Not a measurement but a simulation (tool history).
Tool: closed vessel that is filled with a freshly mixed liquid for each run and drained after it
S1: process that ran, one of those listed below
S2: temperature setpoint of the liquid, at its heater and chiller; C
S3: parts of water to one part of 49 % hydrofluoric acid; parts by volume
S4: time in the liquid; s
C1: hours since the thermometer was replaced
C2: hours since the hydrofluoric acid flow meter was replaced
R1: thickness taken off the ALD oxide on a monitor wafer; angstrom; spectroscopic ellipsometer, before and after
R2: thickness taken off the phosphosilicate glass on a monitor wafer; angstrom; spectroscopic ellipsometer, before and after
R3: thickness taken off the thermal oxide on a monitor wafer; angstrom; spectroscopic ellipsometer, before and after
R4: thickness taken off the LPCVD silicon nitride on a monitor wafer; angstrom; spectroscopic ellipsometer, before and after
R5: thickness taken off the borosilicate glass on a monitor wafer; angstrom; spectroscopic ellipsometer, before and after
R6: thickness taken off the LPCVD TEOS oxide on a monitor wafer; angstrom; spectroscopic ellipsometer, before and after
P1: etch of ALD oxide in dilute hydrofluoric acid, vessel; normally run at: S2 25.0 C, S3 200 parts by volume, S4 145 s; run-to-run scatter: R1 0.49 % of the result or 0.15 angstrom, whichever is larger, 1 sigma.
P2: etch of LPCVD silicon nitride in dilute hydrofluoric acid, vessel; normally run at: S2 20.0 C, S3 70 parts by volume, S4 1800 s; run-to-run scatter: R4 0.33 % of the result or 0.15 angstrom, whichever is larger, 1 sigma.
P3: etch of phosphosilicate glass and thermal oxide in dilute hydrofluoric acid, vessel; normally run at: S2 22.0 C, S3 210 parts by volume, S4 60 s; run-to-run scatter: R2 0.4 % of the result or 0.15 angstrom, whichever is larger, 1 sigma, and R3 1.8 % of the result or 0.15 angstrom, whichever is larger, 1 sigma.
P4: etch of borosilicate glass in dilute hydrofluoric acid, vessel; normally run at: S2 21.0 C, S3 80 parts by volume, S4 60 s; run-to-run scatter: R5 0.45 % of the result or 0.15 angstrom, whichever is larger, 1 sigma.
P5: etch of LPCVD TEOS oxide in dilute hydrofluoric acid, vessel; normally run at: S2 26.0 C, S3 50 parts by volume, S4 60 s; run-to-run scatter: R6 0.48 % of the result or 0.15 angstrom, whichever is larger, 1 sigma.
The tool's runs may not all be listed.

{"run": 1, "hour": 3.7, "S1": "P1", "S2": 25.0, "S3": 200, "S4": 145, "C1": 911.1, "C2": 1207.5, "R1": 88.132}
{"run": 2, "hour": 9.5, "S1": "P3", "S2": 29.5, "S3": 210, "S4": 60, "C1": 916.9, "C2": 1213.3, "R2": 364.59, "R3": 14.325}
{"run": 3, "hour": 15.6, "S1": "P2", "S2": 20.0, "S3": 70, "S4": 205, "C1": 923.0, "C2": 1219.4, "R4": 11.243}
{"run": 4, "hour": 21.0, "S1": "P1", "S2": 19.0, "S3": 200, "S4": 145, "C1": 928.4, "C2": 1224.8, "R1": 70.661}
{"run": 5, "hour": 24.2, "S1": "P1", "S2": 25.0, "S3": 335, "S4": 80, "C1": 931.6, "C2": 1228.0, "R1": 25.19}
{"run": 6, "hour": 29.3, "S1": "P4", "S2": 21.0, "S3": 140, "S4": 60, "C1": 936.7, "C2": 1233.1, "R5": 104.32}
{"run": 7, "hour": 33.0, "S1": "P1", "S2": 25.0, "S3": 115, "S4": 145, "C1": 940.4, "C2": 1236.8, "R1": 170.87}
{"run": 8, "hour": 37.3, "S1": "P4", "S2": 21.0, "S3": 80, "S4": 30, "C1": 944.7, "C2": 1241.1, "R5": 97.053}
{"run": 9, "hour": 40.6, "S1": "P1", "S2": 30.5, "S3": 200, "S4": 145, "C1": 948.0, "C2": 1244.4, "R1": 108.9}
{"run": 10, "hour": 46.9, "S1": "P3", "S2": 22.0, "S3": 210, "S4": 30, "C1": 954.3, "C2": 1250.7, "R2": 138.67, "R3": 5.0372}
{"run": 11, "hour": 52.4, "S1": "P4", "S2": 21.0, "S3": 80, "S4": 60, "C1": 959.8, "C2": 1256.2, "R5": 195.47}
{"run": 12, "hour": 57.0, "S1": "P1", "S2": 32.0, "S3": 350, "S4": 145, "C1": 964.4, "C2": 1260.8, "R1": 53.995}
{"run": 13, "hour": 60.8, "S1": "P1", "S2": 25.0, "S3": 320, "S4": 145, "C1": 968.2, "C2": 1264.6, "R1": 49.222}
{"run": 14, "hour": 66.6, "S1": "P2", "S2": 20.0, "S3": 45, "S4": 1800, "C1": 974.0, "C2": 1270.4, "R4": 151.34}
{"run": 15, "hour": 71.6, "S1": "P1", "S2": 25.0, "S3": 200, "S4": 250, "C1": 979.0, "C2": 1275.4, "R1": 152.12}
{"run": 16, "hour": 76.3, "S1": "P1", "S2": 25.0, "S3": 200, "S4": 145, "C1": 983.7, "C2": 1280.1, "R1": 88.364}
{"run": 17, "hour": 79.4, "S1": "P2", "S2": 17.0, "S3": 70, "S4": 1800, "C1": 986.8, "C2": 1283.2, "R4": 80.299}
{"run": 18, "hour": 86.2, "S1": "P1", "S2": 25.0, "S3": 200, "S4": 145, "C1": 993.6, "C2": 1290.0, "R1": 88.76}
{"run": 19, "hour": 91.2, "S1": "P5", "S2": 26.0, "S3": 50, "S4": 60, "C1": 998.6, "C2": 1295.0, "R6": 779.6}
{"run": 20, "hour": 96.5, "S1": "P4", "S2": 28.0, "S3": 80, "S4": 60, "C1": 1003.9, "C2": 1300.3, "R5": 259.93}
{"run": 21, "hour": 100.2, "S1": "P3", "S2": 22.0, "S3": 50, "S4": 60, "C1": 1007.6, "C2": 1304.0, "R2": 1396.9, "R3": 55.46}
{"run": 22, "hour": 104.8, "S1": "P1", "S2": 25.0, "S3": 200, "S4": 145, "C1": 1012.2, "C2": 1308.6, "R1": 88.33}
{"run": 23, "hour": 110.8, "S1": "P3", "S2": 22.0, "S3": 210, "S4": 60, "C1": 1018.2, "C2": 1314.6, "R2": 280.28, "R3": 10.783}
{"run": 24, "hour": 117.7, "S1": "P1", "S2": 25.0, "S3": 200, "S4": 65, "C1": 1025.1, "C2": 1321.5, "R1": 39.47}
{"run": 25, "hour": 121.6, "S1": "P3", "S2": 22.0, "S3": 210, "S4": 60, "C1": 1029.0, "C2": 1325.4, "R2": 280.55, "R3": 10.359}
{"run": 26, "hour": 126.0, "S1": "P1", "S2": 19.5, "S3": 315, "S4": 145, "C1": 1033.4, "C2": 1329.8, "R1": 41.446}
{"run": 27, "hour": 130.7, "S1": "P2", "S2": 20.0, "S3": 70, "S4": 1800, "C1": 1038.1, "C2": 1334.5, "R4": 98.247}
{"run": 28, "hour": 134.7, "S1": "P5", "S2": 34.0, "S3": 50, "S4": 60, "C1": 1042.1, "C2": 1338.5, "R6": 1066.4}
{"run": 29, "hour": 139.1, "S1": "P5", "S2": 26.0, "S3": 50, "S4": 90, "C1": 1046.5, "C2": 1342.9, "R6": 1171.0}
{"run": 30, "hour": 143.5, "S1": "P5", "S2": 26.0, "S3": 85, "S4": 60, "C1": 1050.9, "C2": 1347.3, "R6": 433.95}
{"run": 31, "hour": 150.5, "S1": "P1", "S2": 25.0, "S3": 200, "S4": 145, "C1": 1057.9, "C2": 1354.3, "R1": 88.666}
{"run": 32, "hour": 156.4, "S1": "P1", "S2": 25.0, "S3": 200, "S4": 145, "C1": 1063.8, "C2": 1360.2, "R1": 89.513}
{"run": 33, "hour": 160.5, "S1": "P1", "S2": 25.0, "S3": 200, "S4": 145, "C1": 1067.9, "C2": 1364.3, "R1": 85.989}
{"run": 34, "hour": 164.0, "S1": "P1", "S2": 25.0, "S3": 200, "S4": 145, "C1": 1071.4, "C2": 1367.8, "R1": 84.302}
{"run": 35, "hour": 167.5, "S1": "P1", "S2": 25.0, "S3": 200, "S4": 145, "C1": 1074.9, "C2": 1371.3, "R1": 83.164}
{"run": 36, "hour": 172.6, "S1": "P1", "S2": 25.0, "S3": 200, "S4": 145, "C1": 1080.0, "C2": 1376.4, "R1": 82.849}
{"run": 37, "hour": 175.7, "S1": "P1", "S2": 25.0, "S3": 200, "S4": 145, "C1": 1083.1, "C2": 1379.5, "R1": 81.247}
{"run": 38, "hour": 179.9, "S1": "P1", "S2": 25.0, "S3": 200, "S4": 145, "C1": 1087.3, "C2": 1383.7, "R1": 81.09}
{"run": 39, "hour": 184.8, "S1": "P1", "S2": 25.0, "S3": 200, "S4": 145, "C1": 1092.2, "C2": 1388.6, "R1": 81.687}

What P1 gives has crept away from where it was. These 2 causes fit the log equally well, each at the size given:
A: liquid colder than its thermometer reads (K) = 2.36
B: hydrofluoric acid flow below the setpoint (%) = 6.85
The creep began at about hour 156.4.

4 check runs are offered, one wafer each, their results left as question marks. Which one tells the causes apart?
{"run": "check 1", "hour": 189.7, "S1": "P2", "S2": 17.0, "S3": 70, "S4": 505, "R4": "?"}
{"run": "check 2", "hour": 189.7, "S1": "P4", "S2": 26.5, "S3": 140, "S4": 60, "R5": "?"}
{"run": "check 3", "hour": 189.7, "S1": "P5", "S2": 32.0, "S3": 75, "S4": 60, "R6": "?"}
{"run": "check 4", "hour": 189.7, "S1": "P3", "S2": 27.0, "S3": 210, "S4": 60, "R2": "?", "R3": "?"}

What each check would give under each cause:
check=check_1 result=R4 if_A=19.019 if_B=21.000
check=check_2 result=R5 if_A=117.910 if_B=118.640
check=check_3 result=R6 if_A=578.40 if_B=584.41
check=check_4 result=R2 if_A=307.02 if_B=305.96
check=check_4 result=R3 if_A=11.8680 if_B=11.8280
How far apart the two closest causes lie, in the result that separates them most: check 1 9.91 %; check 2 0.61 %; check 3 1.03 %; check 4 0.34 %
Only check 1 tells the causes apart: in the others they would give nearly the same result.

Then check 1 was run and gave: R4 20.894 angstrom. Which cause is it?

It is B: hydrofluoric acid flow below the setpoint (%).

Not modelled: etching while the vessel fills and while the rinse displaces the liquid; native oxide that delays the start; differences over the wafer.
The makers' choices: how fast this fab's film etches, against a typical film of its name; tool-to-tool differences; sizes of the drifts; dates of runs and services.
